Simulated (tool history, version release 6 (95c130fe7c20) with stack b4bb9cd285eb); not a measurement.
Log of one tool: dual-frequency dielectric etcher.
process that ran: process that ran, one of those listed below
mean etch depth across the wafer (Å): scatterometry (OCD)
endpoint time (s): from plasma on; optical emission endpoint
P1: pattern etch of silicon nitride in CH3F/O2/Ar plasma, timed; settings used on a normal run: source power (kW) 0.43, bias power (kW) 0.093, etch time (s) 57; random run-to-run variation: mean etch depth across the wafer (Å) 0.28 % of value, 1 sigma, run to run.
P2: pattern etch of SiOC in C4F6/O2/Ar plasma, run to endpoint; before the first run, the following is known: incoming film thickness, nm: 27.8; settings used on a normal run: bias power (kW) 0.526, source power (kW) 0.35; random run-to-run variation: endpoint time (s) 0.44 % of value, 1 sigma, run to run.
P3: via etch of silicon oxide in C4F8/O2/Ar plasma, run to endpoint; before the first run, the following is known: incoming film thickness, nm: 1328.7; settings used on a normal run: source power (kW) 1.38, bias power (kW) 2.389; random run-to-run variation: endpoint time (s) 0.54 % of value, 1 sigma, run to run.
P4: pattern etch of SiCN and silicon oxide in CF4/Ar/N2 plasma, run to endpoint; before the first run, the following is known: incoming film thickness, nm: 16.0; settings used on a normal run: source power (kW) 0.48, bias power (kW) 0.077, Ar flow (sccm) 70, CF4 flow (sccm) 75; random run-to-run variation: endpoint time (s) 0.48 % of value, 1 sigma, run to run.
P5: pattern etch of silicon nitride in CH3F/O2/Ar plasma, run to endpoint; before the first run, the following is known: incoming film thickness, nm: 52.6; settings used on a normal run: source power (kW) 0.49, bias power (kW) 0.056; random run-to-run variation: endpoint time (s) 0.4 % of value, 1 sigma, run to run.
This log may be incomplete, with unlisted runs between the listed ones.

| run | hour | process that ran | source power (kW) | bias power (kW) | etch time (s) | Ar flow (sccm) | CF4 flow (sccm) | mean etch depth across the wafer (Å) | endpoint time (s) |
|---|---|---|---|---|---|---|---|---|---|
| 1 | 8.3 | P1 | 0.43 | 0.093 | 57 |  |  | 427.64 |  |
| 2 | 23.1 | P3 | 1.38 | 1.406 |  |  |  |  | 331.39 |
| 3 | 32.5 | P1 | 0.6 | 0.093 | 57 |  |  | 484.71 |  |
| 4 | 43.6 | P5 | 0.49 | 0.07 |  |  |  |  | 69.89 |
| 5 | 53.9 | P1 | 0.43 | 0.057 | 57 |  |  | 361.21 |  |
| 6 | 65.3 | P1 | 0.54 | 0.093 | 39 |  |  | 318.75 |  |
| 7 | 75.9 | P5 | 0.32 | 0.056 |  |  |  |  | 88.867 |
| 8 | 85.9 | P4 | 0.48 | 0.077 |  | 70 | 75 |  | 16.101 |
| 9 | 94.1 | P4 | 0.48 | 0.077 |  | 70 | 56 |  | 16.565 |
| 10 | 106.6 | P1 | 0.43 | 0.093 | 57 |  |  | 426.22 |  |
| 11 | 119.9 | P1 | 0.43 | 0.093 | 37.5 |  |  | 280.28 |  |
| 12 | 128.2 | P4 | 0.48 | 0.077 |  | 98 | 75 |  | 16.602 |
| 13 | 138.5 | P4 | 0.48 | 0.077 |  | 70 | 75 |  | 16.109 |
| 14 | 150.9 | P2 | 0.46 | 0.526 |  |  |  |  | 8.7212 |
| 15 | 163.2 | P1 | 0.43 | 0.093 | 57 |  |  | 427.24 |  |
| 16 | 177.3 | P1 | 0.43 | 0.12 | 57 |  |  | 469.81 |  |
| 17 | 191.2 | P4 | 0.34 | 0.077 |  | 70 | 75 |  | 21.672 |
| 18 | 199.8 | P5 | 0.49 | 0.056 |  |  |  |  | 75.95 |
| 19 | 212.9 | P1 | 0.43 | 0.093 | 57 |  |  | 426.87 |  |
| 20 | 224.2 | P1 | 0.43 | 0.093 | 79.5 |  |  | 594.93 |  |
|  | 237.5 | source power generator calibrated |
| 21 | 239.1 | P5 | 0.49 | 0.056 |  |  |  |  | 75.38 |
| 22 | 250.3 | P2 | 0.35 | 0.526 |  |  |  |  | 9.7095 |
| 23 | 259 | P1 | 0.43 | 0.093 | 57 |  |  | 427.3 |  |
| 24 | 272.7 | P4 | 0.48 | 0.1 |  | 70 | 75 |  | 14.618 |
| 25 | 281.1 | P2 | 0.35 | 0.383 |  |  |  |  | 10.845 |
| 26 | 290.5 | P1 | 0.43 | 0.117 | 31.5 |  |  | 257.52 |  |
| 27 | 298.4 | P3 | 1.88 | 2.389 |  |  |  |  | 252.87 |
| 28 | 309.3 | P1 | 0.25 | 0.093 | 57 |  |  | 348 |  |
| 29 | 318.1 | P3 | 1.38 | 2.389 |  |  |  |  | 285.58 |
| 30 | 328.8 | P1 | 0.43 | 0.093 | 57 |  |  | 425.52 |  |
| 31 | 341 | P1 | 0.43 | 0.093 | 57 |  |  | 421.98 |  |
| 32 | 351.4 | P1 | 0.43 | 0.093 | 57 |  |  | 421.66 |  |
| 33 | 363.9 | P1 | 0.43 | 0.093 | 57 |  |  | 422.98 |  |
| 34 | 373.5 | P1 | 0.43 | 0.093 | 57 |  |  | 420.71 |  |
|  | 379.4 | wet clean of the chamber |
| 35 | 387.9 | P1 | 0.43 | 0.093 | 57 |  |  | 419.2 |  |
| 36 | 402.6 | P1 | 0.43 | 0.093 | 57 |  |  | 422.86 |  |

What P1 gives has crept off from where it sat before. The 2 causes that follow fit the log equally well, each at the size noted:
A: bias power that arrives under what is set, % = 4.23
B: source power that arrives under what is set, % = 4.06
Onset of the creep was near hour 328.8.
Why every other cause is out:
chamber walls in a state that lowers the etch rate, %: was serviced at hour 379.4, once the creep was under way, yet the earlier output never came back

Below are 4 check runs, each averaged over 3 wafers, with their results shown as question marks. Which of them would give clearly different results depending on which cause is behind the drift?
| check 1 | 417.3 | P4 | 0.38 | 0.094 |  | 70 | 75 |  | ? |
| check 2 | 417.3 | P3 | 1.72 | 2.389 |  |  |  |  | ? |
| check 3 | 417.3 | P5 | 0.36 | 0.056 |  |  |  |  | ? |
| check 4 | 417.3 | P2 | 0.44 | 0.526 |  |  |  |  | ? |

Check results expected under each cause:
| check | result | if A | if B |
|---|---|---|---|
| check 1 | endpoint time (s) | 18.6 | 19.011 |
| check 2 | endpoint time (s) | 264.5 | 265.4 |
| check 3 | endpoint time (s) | 86.208 | 86.377 |
| check 4 | endpoint time (s) | 8.9926 | 8.9849 |
How far apart the two closest causes lie, in the result that separates them most: check 1 2.19 %; check 2 0.34 %; check 3 0.2 %; check 4 0.09 %
Check 1 tells the causes apart: in the others they would give nearly the same result.

Running check 1 produced the following: endpoint time (s) 18.989. Which one of the listed causes fits?

It was cause B: source power that arrives under what is set, %.
